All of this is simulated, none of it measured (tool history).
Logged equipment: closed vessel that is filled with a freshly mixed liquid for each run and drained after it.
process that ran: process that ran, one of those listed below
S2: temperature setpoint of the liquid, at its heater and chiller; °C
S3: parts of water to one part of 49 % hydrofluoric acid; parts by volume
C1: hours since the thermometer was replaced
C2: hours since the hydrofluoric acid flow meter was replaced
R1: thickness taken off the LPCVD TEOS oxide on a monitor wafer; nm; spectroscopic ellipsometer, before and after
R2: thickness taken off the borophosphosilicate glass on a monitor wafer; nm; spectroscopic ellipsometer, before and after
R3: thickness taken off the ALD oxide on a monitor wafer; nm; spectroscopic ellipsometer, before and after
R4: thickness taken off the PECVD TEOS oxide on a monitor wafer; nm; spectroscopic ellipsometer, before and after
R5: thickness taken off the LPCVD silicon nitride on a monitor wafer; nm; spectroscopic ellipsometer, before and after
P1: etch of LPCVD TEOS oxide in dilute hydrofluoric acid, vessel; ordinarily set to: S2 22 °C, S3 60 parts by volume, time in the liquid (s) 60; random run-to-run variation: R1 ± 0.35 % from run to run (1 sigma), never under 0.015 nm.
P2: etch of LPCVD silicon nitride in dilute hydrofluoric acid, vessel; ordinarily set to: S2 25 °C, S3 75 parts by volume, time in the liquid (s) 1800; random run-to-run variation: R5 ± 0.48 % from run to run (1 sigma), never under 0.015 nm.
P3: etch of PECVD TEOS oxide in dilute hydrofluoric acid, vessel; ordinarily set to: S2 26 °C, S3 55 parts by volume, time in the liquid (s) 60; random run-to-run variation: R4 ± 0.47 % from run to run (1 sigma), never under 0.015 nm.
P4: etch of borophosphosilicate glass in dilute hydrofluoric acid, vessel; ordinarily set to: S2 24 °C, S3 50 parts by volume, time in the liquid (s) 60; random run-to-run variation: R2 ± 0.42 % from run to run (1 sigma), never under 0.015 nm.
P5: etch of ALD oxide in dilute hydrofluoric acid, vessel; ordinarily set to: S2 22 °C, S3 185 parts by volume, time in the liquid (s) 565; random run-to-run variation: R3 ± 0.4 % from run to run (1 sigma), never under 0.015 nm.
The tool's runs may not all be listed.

run 1 day=0.254 | process_that_ran=P1 S2=22 S3=60 time_in_the_liquid_(s)=60 | C1=604 C2=671.3 | R1=27.867
run 2 day=0.408 | process_that_ran=P4 S2=24 S3=80 time_in_the_liquid_(s)=60 | C1=607.7 C2=675 | R2=48.094
run 3 day=0.617 | process_that_ran=P5 S2=22 S3=90 time_in_the_liquid_(s)=565 | C1=612.7 C2=680 | R3=77.743
run 4 day=0.825 | process_that_ran=P4 S2=24 S3=50 time_in_the_liquid_(s)=30 | C1=617.7 C2=685 | R2=39.482
run 5 day=1.096 | process_that_ran=P1 S2=22 S3=60 time_in_the_liquid_(s)=60 | C1=624.2 C2=691.5 | R1=27.702
run 6 day=1.267 | process_that_ran=P3 S2=20 S3=55 time_in_the_liquid_(s)=60 | C1=628.3 C2=695.6 | R4=8.3645
run 7 day=1.504 | process_that_ran=P1 S2=17.5 S3=60 time_in_the_liquid_(s)=60 | C1=634 C2=701.3 | R1=23.023
run 8 day=1.742 | process_that_ran=P1 S2=17 S3=20 time_in_the_liquid_(s)=60 | C1=639.7 C2=707 | R1=70.806
run 9 day=1.938 | process_that_ran=P2 S2=25 S3=75 time_in_the_liquid_(s)=1800 | C1=644.4 C2=711.7 | R5=11.981
run 10 day=2.1 | process_that_ran=P2 S2=29 S3=75 time_in_the_liquid_(s)=1800 | C1=648.3 C2=715.6 | R5=15.678
run 11 day=2.271 | process_that_ran=P5 S2=22 S3=185 time_in_the_liquid_(s)=850 | C1=652.4 C2=719.7 | R3=51.274
-- day=2.45 thermometer replaced
run 12 day=2.5 | process_that_ran=P5 S2=22 S3=185 time_in_the_liquid_(s)=565 | C1=1.2 C2=725.2 | R3=34.336
run 13 day=2.712 | process_that_ran=P2 S2=25 S3=135 time_in_the_liquid_(s)=1800 | C1=6.3 C2=730.3 | R5=6.7841
run 14 day=2.988 | process_that_ran=P1 S2=22 S3=60 time_in_the_liquid_(s)=110 | C1=12.9 C2=736.9 | R1=51.217
run 15 day=3.221 | process_that_ran=P1 S2=22 S3=60 time_in_the_liquid_(s)=30 | C1=18.5 C2=742.5 | R1=13.959
run 16 day=3.375 | process_that_ran=P3 S2=26 S3=55 time_in_the_liquid_(s)=60 | C1=22.2 C2=746.2 | R4=10.768
run 17 day=3.533 | process_that_ran=P1 S2=22 S3=60 time_in_the_liquid_(s)=60 | C1=26 C2=750 | R1=27.823
run 18 day=3.675 | process_that_ran=P4 S2=18 S3=50 time_in_the_liquid_(s)=60 | C1=29.4 C2=753.4 | R2=61.422
run 19 day=3.842 | process_that_ran=P3 S2=26 S3=20 time_in_the_liquid_(s)=60 | C1=33.4 C2=757.4 | R4=31.211
run 20 day=4.046 | process_that_ran=P2 S2=25 S3=75 time_in_the_liquid_(s)=1800 | C1=38.3 C2=762.3 | R5=12.087
run 21 day=4.171 | process_that_ran=P4 S2=24 S3=50 time_in_the_liquid_(s)=60 | C1=41.3 C2=765.3 | R2=79.732
run 22 day=4.404 | process_that_ran=P1 S2=22 S3=20 time_in_the_liquid_(s)=60 | C1=46.9 C2=770.9 | R1=88.052
run 23 day=4.592 | process_that_ran=P5 S2=17 S3=185 time_in_the_liquid_(s)=565 | C1=51.4 C2=775.4 | R3=27.953
run 24 day=4.712 | process_that_ran=P1 S2=22 S3=60 time_in_the_liquid_(s)=60 | C1=54.3 C2=778.3 | R1=27.919
run 25 day=4.954 | process_that_ran=P3 S2=26 S3=55 time_in_the_liquid_(s)=120 | C1=60.1 C2=784.1 | R4=21.55
run 26 day=5.129 | process_that_ran=P4 S2=24 S3=50 time_in_the_liquid_(s)=60 | C1=64.3 C2=788.3 | R2=79.691
run 27 day=5.25 | process_that_ran=P2 S2=25 S3=75 time_in_the_liquid_(s)=3575 | C1=67.2 C2=791.2 | R5=23.926
run 28 day=5.425 | process_that_ran=P1 S2=29 S3=60 time_in_the_liquid_(s)=60 | C1=71.4 C2=795.4 | R1=37.061
run 29 day=5.7 | process_that_ran=P1 S2=22 S3=60 time_in_the_liquid_(s)=60 | C1=78 C2=802 | R1=27.77
run 30 day=5.821 | process_that_ran=P1 S2=22 S3=90 time_in_the_liquid_(s)=60 | C1=80.9 C2=804.9 | R1=17.996
run 31 day=6.008 | process_that_ran=P1 S2=22 S3=60 time_in_the_liquid_(s)=60 | C1=85.4 C2=809.4 | R1=27.946
run 32 day=6.233 | process_that_ran=P1 S2=22 S3=60 time_in_the_liquid_(s)=60 | C1=90.8 C2=814.8 | R1=29.083
run 33 day=6.433 | process_that_ran=P1 S2=22 S3=60 time_in_the_liquid_(s)=60 | C1=95.6 C2=819.6 | R1=29.608
run 34 day=6.562 | process_that_ran=P1 S2=22 S3=60 time_in_the_liquid_(s)=60 | C1=98.7 C2=822.7 | R1=30.068
run 35 day=6.817 | process_that_ran=P1 S2=22 S3=60 time_in_the_liquid_(s)=60 | C1=104.8 C2=828.8 | R1=30.669
run 36 day=6.975 | process_that_ran=P1 S2=22 S3=60 time_in_the_liquid_(s)=60 | C1=108.6 C2=832.6 | R1=30.722
run 37 day=7.204 | process_that_ran=P1 S2=22 S3=60 time_in_the_liquid_(s)=60 | C1=114.1 C2=838.1 | R1=30.417
run 38 day=7.479 | process_that_ran=P1 S2=22 S3=60 time_in_the_liquid_(s)=60 | C1=120.7 C2=844.7 | R1=30.891
run 39 day=7.671 | process_that_ran=P1 S2=22 S3=60 time_in_the_liquid_(s)=60 | C1=125.3 C2=849.3 | R1=30.706

P1 has crept away from where it was. The log is fitted equally well by each of these 2 causes, at the sizes shown:
A: liquid hotter than its thermometer reads (K) = 2.39
B: hydrofluoric acid flow above the setpoint (%) = 9.58
Creep in the process output first set in at about day 6.008.

Question marks stand in for the results of the 4 check runs listed below, each run on one wafer. Under which run would the listed causes show clearly different results?
run check 1 day=7.862 | process_that_ran=P2 S2=25 S3=105 time_in_the_liquid_(s)=3475 | R5=?
run check 2 day=7.862 | process_that_ran=P4 S2=18 S3=75 time_in_the_liquid_(s)=60 | R2=?
run check 3 day=7.862 | process_that_ran=P5 S2=22 S3=95 time_in_the_liquid_(s)=565 | R3=?
run check 4 day=7.862 | process_that_ran=P3 S2=21.5 S3=55 time_in_the_liquid_(s)=60 | R4=?

What each check would give under each cause:
check=check_1 result=R5 if_A=19.488 if_B=18.284
check=check_2 result=R2 if_A=44.282 if_B=44.209
check=check_3 result=R3 if_A=80.559 if_B=81.018
check=check_4 result=R4 if_A=9.9023 if_B=9.8874
Per check, the gap between the least separated pair of causes, taken in the result that splits them most: check 1 6.38 %; check 2 0.16 %; check 3 0.57 %; check 4 0.15 %
Only check 1 tells the causes apart: in the others they would give nearly the same result.

The results of check 1 are: R5 19.457 nm. Based on these, which of the listed causes is it?

Of the candidate causes, it is A: liquid hotter than its thermometer reads (K).
